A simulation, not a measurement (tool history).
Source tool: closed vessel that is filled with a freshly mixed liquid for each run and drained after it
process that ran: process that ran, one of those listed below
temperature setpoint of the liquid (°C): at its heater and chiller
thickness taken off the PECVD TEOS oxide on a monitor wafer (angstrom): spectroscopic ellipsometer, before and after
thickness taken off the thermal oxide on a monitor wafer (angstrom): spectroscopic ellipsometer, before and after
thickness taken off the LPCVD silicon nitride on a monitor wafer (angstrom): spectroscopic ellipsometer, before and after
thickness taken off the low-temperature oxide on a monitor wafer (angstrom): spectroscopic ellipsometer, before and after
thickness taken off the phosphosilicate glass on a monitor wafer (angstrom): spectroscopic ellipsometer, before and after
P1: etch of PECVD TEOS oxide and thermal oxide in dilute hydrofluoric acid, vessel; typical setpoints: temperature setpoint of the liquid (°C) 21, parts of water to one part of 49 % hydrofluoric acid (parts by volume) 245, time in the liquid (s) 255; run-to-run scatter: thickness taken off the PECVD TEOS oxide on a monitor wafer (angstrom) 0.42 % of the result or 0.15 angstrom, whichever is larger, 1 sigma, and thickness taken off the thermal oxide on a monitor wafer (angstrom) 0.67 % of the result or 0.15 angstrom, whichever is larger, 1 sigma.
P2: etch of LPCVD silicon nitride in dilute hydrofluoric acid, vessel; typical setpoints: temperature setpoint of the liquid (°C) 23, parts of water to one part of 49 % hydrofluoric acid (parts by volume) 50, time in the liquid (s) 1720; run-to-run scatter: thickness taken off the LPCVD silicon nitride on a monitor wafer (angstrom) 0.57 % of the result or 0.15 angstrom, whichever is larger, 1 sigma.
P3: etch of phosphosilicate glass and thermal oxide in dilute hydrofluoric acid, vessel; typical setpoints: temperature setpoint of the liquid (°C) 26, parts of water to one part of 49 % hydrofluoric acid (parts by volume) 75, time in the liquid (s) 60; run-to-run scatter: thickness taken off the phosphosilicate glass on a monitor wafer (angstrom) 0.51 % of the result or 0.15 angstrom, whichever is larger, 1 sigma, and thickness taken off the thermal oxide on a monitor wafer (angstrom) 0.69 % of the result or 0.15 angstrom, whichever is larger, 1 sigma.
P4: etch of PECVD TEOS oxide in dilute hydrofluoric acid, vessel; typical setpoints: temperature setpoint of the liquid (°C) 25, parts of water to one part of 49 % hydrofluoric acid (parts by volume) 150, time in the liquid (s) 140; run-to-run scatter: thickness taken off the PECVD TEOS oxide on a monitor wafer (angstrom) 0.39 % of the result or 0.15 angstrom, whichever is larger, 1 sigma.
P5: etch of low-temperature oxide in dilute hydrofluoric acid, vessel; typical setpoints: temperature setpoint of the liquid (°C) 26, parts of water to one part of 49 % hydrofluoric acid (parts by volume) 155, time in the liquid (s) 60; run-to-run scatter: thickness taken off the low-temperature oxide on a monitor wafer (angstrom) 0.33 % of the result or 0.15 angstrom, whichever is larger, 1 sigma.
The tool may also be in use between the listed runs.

| run | hour | process that ran | temperature setpoint of the liquid (°C) | parts of water to one part of 49 % hydrofluoric acid (parts by volume) | time in the liquid (s) | hours since the thermometer was replaced | hours since the hydrofluoric acid flow meter was replaced | thickness taken off the PECVD TEOS oxide on a monitor wafer (angstrom) | thickness taken off the thermal oxide on a monitor wafer (angstrom) | thickness taken off the LPCVD silicon nitride on a monitor wafer (angstrom) | thickness taken off the low-temperature oxide on a monitor wafer (angstrom) | thickness taken off the phosphosilicate glass on a monitor wafer (angstrom) |
|---|---|---|---|---|---|---|---|---|---|---|---|---|
| 1 | 11.7 | P1 | 21 | 245 | 255 | 1163.2 | 215.3 | 117.11 | 37.765 |  |  |  |
| 2 | 25.1 | P1 | 21 | 245 | 255 | 1176.6 | 228.7 | 117.36 | 37.257 |  |  |  |
| 3 | 43.8 | P1 | 21 | 245 | 255 | 1195.3 | 247.4 | 117.16 | 37.475 |  |  |  |
| 4 | 60.1 | P1 | 21 | 245 | 420 | 1211.6 | 263.7 | 193.35 | 62.471 |  |  |  |
| 5 | 70.9 | P1 | 28.5 | 245 | 255 | 1222.4 | 274.5 | 151.96 | 49.148 |  |  |  |
| 6 | 88.3 | P4 | 25 | 150 | 140 | 1239.8 | 291.9 | 234.11 |  |  |  |  |
| 7 | 103.4 | P1 | 21 | 60 | 255 | 1254.9 | 307 | 584.07 | 186.61 |  |  |  |
| 8 | 117.5 | P1 | 21 | 245 | 70 | 1269 | 321.1 | 32.278 | 10.313 |  |  |  |
| 9 | 130.1 | P2 | 29.5 | 50 | 1720 | 1281.6 | 333.7 |  |  | 197.19 |  |  |
| 10 | 142.6 | P5 | 26 | 155 | 115 | 1294.1 | 346.2 |  |  |  | 168.13 |  |
| 11 | 151.8 | P3 | 18 | 75 | 60 | 1303.3 | 355.4 |  | 29.525 |  |  | 1315.9 |
| 12 | 161.8 | P1 | 21 | 245 | 255 | 1313.3 | 365.4 | 117.8 | 37.083 |  |  |  |
| 13 | 172.8 | P4 | 25 | 150 | 250 | 1324.3 | 376.4 | 416.01 |  |  |  |  |
| 14 | 187.6 | P1 | 21 | 245 | 255 | 1339.1 | 391.2 | 117.01 | 37.119 |  |  |  |
| 15 | 202.3 | P1 | 17 | 245 | 255 | 1353.8 | 405.9 | 101.21 | 31.732 |  |  |  |
| 16 | 217.9 | P1 | 18 | 110 | 255 | 1369.4 | 421.5 | 265.65 | 84.672 |  |  |  |
| 17 | 227.5 | P5 | 26 | 230 | 60 | 1379 | 431.1 |  |  |  | 54.016 |  |
| 18 | 244 | P2 | 23 | 20 | 1720 | 1395.5 | 447.6 |  |  | 311.42 |  |  |
| 19 | 261.9 | P3 | 26 | 20 | 60 | 1413.4 | 465.5 |  | 167.56 |  |  | 7327 |
| 20 | 270.7 | P5 | 26 | 155 | 60 | 1422.2 | 474.3 |  |  |  | 87.415 |  |
| 21 | 284.9 | P5 | 20.5 | 155 | 60 | 1436.4 | 488.5 |  |  |  | 71.025 |  |
| 22 | 298.4 | P2 | 23 | 50 | 1720 | 1449.9 | 502 |  |  | 127.04 |  |  |
| 23 | 312 | P2 | 23 | 50 | 1720 | 1463.5 | 515.6 |  |  | 126.97 |  |  |
| 24 | 327 | P3 | 26 | 75 | 60 | 1478.5 | 530.6 |  | 41.262 |  |  | 1802.6 |
| 25 | 336.6 | P3 | 26 | 75 | 30 | 1488.1 | 540.2 |  | 20.523 |  |  | 907.91 |
| 26 | 350.4 | P1 | 21 | 365 | 30 | 1501.9 | 554 | 8.1853 | 2.4459 |  |  |  |
|  | 361.7 | thermometer replaced |
| 27 | 366 | P1 | 21 | 445 | 255 | 4.3 | 569.6 | 54.155 | 17.403 |  |  |  |
| 28 | 384.6 | P2 | 23 | 50 | 665 | 22.9 | 588.2 |  |  | 49.273 |  |  |
| 29 | 395.4 | P5 | 26 | 155 | 60 | 33.7 | 599 |  |  |  | 87.724 |  |
| 30 | 408.7 | P4 | 30.5 | 150 | 140 | 47 | 612.3 | 286.78 |  |  |  |  |
| 31 | 424.1 | P4 | 25 | 265 | 140 | 62.4 | 627.7 | 116.07 |  |  |  |  |
| 32 | 441.2 | P1 | 21 | 245 | 255 | 79.5 | 644.8 | 117.31 | 36.898 |  |  |  |
| 33 | 452.4 | P1 | 21 | 245 | 255 | 90.7 | 656 | 115.95 | 36.175 |  |  |  |
| 34 | 469.6 | P1 | 21 | 245 | 255 | 107.9 | 673.2 | 113.03 | 36.027 |  |  |  |
| 35 | 483.9 | P1 | 21 | 245 | 255 | 122.2 | 687.5 | 111.75 | 35.746 |  |  |  |
| 36 | 494.4 | P1 | 21 | 245 | 255 | 132.7 | 698 | 111.2 | 35.305 |  |  |  |
| 37 | 503.9 | P1 | 21 | 245 | 255 | 142.2 | 707.5 | 110.37 | 35.511 |  |  |  |
| 38 | 513.1 | P1 | 21 | 245 | 255 | 151.4 | 716.7 | 110.28 | 34.99 |  |  |  |
| 39 | 525.4 | P1 | 21 | 245 | 255 | 163.7 | 729 | 110.46 | 35.401 |  |  |  |
| 40 | 541 | P1 | 21 | 245 | 255 | 179.3 | 744.6 | 109.81 | 34.623 |  |  |  |

The output of P1 has drifted from where it used to be. Each of the 2 causes below, taken at the size shown beside it, accounts for the log equally well:
A: liquid colder than its thermometer reads (K) = 1.69
B: hydrofluoric acid flow below the setpoint (%) = 4.97
The process output started creeping at around hour 441.2.

Consider the 4 single-wafer check runs listed below, results given as question marks: which one distinguishes between the causes by giving clearly different results for each?
| check 1 | 556.6 | P5 | 26 | 155 | 60 |  |  |  |  |  | ? |  |
| check 2 | 556.6 | P2 | 23 | 50 | 1720 |  |  |  |  | ? |  |  |
| check 3 | 556.6 | P3 | 26 | 75 | 60 |  |  |  | ? |  |  | ? |
| check 4 | 556.6 | P4 | 25 | 150 | 140 |  |  | ? |  |  |  |  |

What each check would give under each cause:
| check | result | if A | if B |
|---|---|---|---|
| check 1 | thickness taken off the low-temperature oxide on a monitor wafer (angstrom) | 82.206 | 82.456 |
| check 2 | thickness taken off the LPCVD silicon nitride on a monitor wafer (angstrom) | 114.21 | 121.98 |
| check 3 | thickness taken off the thermal oxide on a monitor wafer (angstrom) | 38.498 | 38.937 |
| check 3 | thickness taken off the phosphosilicate glass on a monitor wafer (angstrom) | 1691.6 | 1710.9 |
| check 4 | thickness taken off the PECVD TEOS oxide on a monitor wafer (angstrom) | 218.76 | 219.74 |
Minimum pairwise separation of causes per check, each pair taken at its best-separating result: check 1 0.3 %; check 2 6.58 %; check 3 1.14 %; check 4 0.44 %
Only check 2 tells the causes apart: in the others they would give nearly the same result.

Then check 2 was run and gave: thickness taken off the LPCVD silicon nitride on a monitor wafer (angstrom) 114.82. Which cause is it?

It was cause A: liquid colder than its thermometer reads (K).
